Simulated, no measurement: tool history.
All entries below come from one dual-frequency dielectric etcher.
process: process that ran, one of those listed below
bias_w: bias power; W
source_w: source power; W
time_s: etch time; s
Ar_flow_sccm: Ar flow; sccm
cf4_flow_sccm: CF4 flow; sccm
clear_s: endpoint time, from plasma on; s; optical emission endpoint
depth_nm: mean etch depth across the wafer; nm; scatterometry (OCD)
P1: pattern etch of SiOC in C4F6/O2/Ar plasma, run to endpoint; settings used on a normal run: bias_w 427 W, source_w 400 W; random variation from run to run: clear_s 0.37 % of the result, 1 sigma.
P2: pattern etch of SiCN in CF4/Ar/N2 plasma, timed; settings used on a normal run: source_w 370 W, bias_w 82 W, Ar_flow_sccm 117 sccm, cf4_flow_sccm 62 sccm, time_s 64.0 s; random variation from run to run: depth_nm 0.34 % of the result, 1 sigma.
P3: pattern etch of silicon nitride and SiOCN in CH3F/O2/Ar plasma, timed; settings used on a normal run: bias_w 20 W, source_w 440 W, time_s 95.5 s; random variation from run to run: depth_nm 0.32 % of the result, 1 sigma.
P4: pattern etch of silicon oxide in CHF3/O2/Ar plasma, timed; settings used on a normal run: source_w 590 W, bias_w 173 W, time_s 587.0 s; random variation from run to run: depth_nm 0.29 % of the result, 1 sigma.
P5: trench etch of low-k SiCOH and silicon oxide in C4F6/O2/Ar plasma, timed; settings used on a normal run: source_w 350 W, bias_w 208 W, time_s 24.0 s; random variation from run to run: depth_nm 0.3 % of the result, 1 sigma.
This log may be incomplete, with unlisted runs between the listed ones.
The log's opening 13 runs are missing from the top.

run,hour,process,bias_w,source_w,time_s,Ar_flow_sccm,cf4_flow_sccm,hours since the last wet clean,hours since the last bias power generator calibration,hours since the last source power generator calibration,clear_s,depth_nm
14,108.4,P1,427,560,,,,335.4,1048.2,1243.4,15.335,
15,113.6,P2,53,370,64.0,117,62,340.6,1053.4,1248.6,,40.049
16,118.5,P1,427,310,,,,345.5,1058.3,1253.5,19.060,
17,128.8,P5,208,350,24.0,,,355.8,1068.6,1263.8,,76.112
18,140.0,P1,337,540,,,,367.0,1079.8,1275.0,16.806,
19,148.9,P1,427,400,,,,375.9,1088.7,1283.9,17.407,
20,159.6,P1,306,400,,,,386.6,1099.4,1294.6,19.413,
# hour 159.8: bias power generator calibrated
21,170.4,P3,20,440,122.5,,,397.4,10.6,1305.4,,16.375
22,177.2,P2,82,270,64.0,117,62,404.2,17.4,1312.2,,35.809
23,183.2,P1,427,400,,,,410.2,23.4,1318.2,17.245,
24,193.2,P3,20,270,95.5,,,420.2,33.4,1328.2,,10.873
25,200.6,P2,82,370,64.0,74,62,427.6,40.8,1335.6,,50.017
26,206.6,P4,173,590,377.5,,,433.6,46.8,1341.6,,708.710
27,212.5,P4,173,590,587.0,,,439.5,52.7,1347.5,,1098.900
28,218.7,P5,277,350,24.0,,,445.7,58.9,1353.7,,83.195

The next listed run, before its measurement:
29,223.6,P1,427,400,,,,450.6,63.8,1358.6,?,

{"run 29": {"clear_s": 17.227}}

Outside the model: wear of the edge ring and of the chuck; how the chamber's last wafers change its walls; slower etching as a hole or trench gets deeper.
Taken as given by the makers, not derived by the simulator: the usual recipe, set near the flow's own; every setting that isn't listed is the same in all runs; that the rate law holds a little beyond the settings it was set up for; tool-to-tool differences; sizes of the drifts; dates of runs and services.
